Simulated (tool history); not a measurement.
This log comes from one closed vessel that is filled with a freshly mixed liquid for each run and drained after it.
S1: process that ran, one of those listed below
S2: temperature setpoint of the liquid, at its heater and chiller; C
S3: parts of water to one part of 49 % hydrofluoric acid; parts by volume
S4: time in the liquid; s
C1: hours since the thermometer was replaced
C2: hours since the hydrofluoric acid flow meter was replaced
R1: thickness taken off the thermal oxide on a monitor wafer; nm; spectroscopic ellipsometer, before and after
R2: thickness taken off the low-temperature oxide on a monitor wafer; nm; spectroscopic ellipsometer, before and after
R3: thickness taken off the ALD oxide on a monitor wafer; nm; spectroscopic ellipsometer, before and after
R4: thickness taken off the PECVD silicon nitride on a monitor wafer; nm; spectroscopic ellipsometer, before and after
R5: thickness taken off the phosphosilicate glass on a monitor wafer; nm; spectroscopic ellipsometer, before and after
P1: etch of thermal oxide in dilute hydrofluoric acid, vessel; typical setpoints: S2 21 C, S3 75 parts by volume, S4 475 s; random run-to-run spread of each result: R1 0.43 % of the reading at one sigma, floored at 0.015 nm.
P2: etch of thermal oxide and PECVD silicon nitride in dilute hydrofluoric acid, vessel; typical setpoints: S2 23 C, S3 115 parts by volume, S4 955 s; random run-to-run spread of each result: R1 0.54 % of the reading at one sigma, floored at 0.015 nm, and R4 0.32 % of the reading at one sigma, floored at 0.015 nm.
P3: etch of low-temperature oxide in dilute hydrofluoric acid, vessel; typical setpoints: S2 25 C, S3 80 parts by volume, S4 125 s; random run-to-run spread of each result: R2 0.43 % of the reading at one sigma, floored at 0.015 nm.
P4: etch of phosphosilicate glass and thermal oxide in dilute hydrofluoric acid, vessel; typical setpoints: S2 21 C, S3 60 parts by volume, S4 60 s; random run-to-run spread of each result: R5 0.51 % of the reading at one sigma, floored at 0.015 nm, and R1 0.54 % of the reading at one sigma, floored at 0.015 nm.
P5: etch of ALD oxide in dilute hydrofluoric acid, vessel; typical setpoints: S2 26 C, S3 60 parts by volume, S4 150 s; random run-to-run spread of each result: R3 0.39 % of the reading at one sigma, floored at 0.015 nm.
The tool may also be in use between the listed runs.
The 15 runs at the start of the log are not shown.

| run | hour | S1 | S2 | S3 | S4 | C1 | C2 | R1 | R2 | R3 | R4 | R5 |
|---|---|---|---|---|---|---|---|---|---|---|---|---|
| 16 | 206.4 | P5 | 18 | 60 | 150 | 66.1 | 906.2 |  |  | 40.626 |  |  |
| 17 | 215.6 | P2 | 23 | 115 | 1825 | 75.3 | 915.4 | 71.137 |  |  | 58.257 |  |
| 18 | 234.1 | P1 | 26.5 | 75 | 475 | 93.8 | 933.9 | 33.548 |  |  |  |  |
| 19 | 252.2 | P2 | 23 | 45 | 955 | 111.9 | 952 | 102.65 |  |  | 76.597 |  |
| 20 | 269.4 | P1 | 21 | 75 | 475 | 129.1 | 969.2 | 26.904 |  |  |  |  |
| 21 | 278.8 | P2 | 23 | 115 | 955 | 138.5 | 978.6 | 36.983 |  |  | 30.472 |  |
| 22 | 290.2 | P3 | 25 | 30 | 125 | 149.9 | 990 |  | 65.862 |  |  |  |
| 23 | 301 | P1 | 21 | 75 | 475 | 160.7 | 1000.8 | 26.763 |  |  |  |  |
| 24 | 317.5 | P1 | 21 | 75 | 475 | 177.2 | 1017.3 | 26.685 |  |  |  |  |
| 25 | 328.5 | P4 | 21 | 60 | 30 | 188.2 | 1028.3 | 2.3175 |  |  |  | 37.67 |
| 26 | 337.6 | P4 | 21 | 60 | 60 | 197.3 | 1037.4 | 4.7087 |  |  |  | 75.105 |
| 27 | 355.4 | P1 | 21 | 75 | 930 | 215.1 | 1055.2 | 52.538 |  |  |  |  |
| 28 | 369.5 | P1 | 21 | 75 | 475 | 229.2 | 1069.3 | 26.764 |  |  |  |  |
| 29 | 378 | P1 | 21 | 75 | 475 | 237.7 | 1077.8 | 27.096 |  |  |  |  |
| 30 | 395.4 | P5 | 26 | 60 | 55 | 255.1 | 1095.2 |  |  | 20.738 |  |  |

Expected results for the next run?
| 31 | 404.9 | P4 | 21 | 85 | 60 | 264.6 | 1104.7 | ? |  |  |  | ? |

{"run 31": {"R1": 3.2875, "R5": 51.658}}
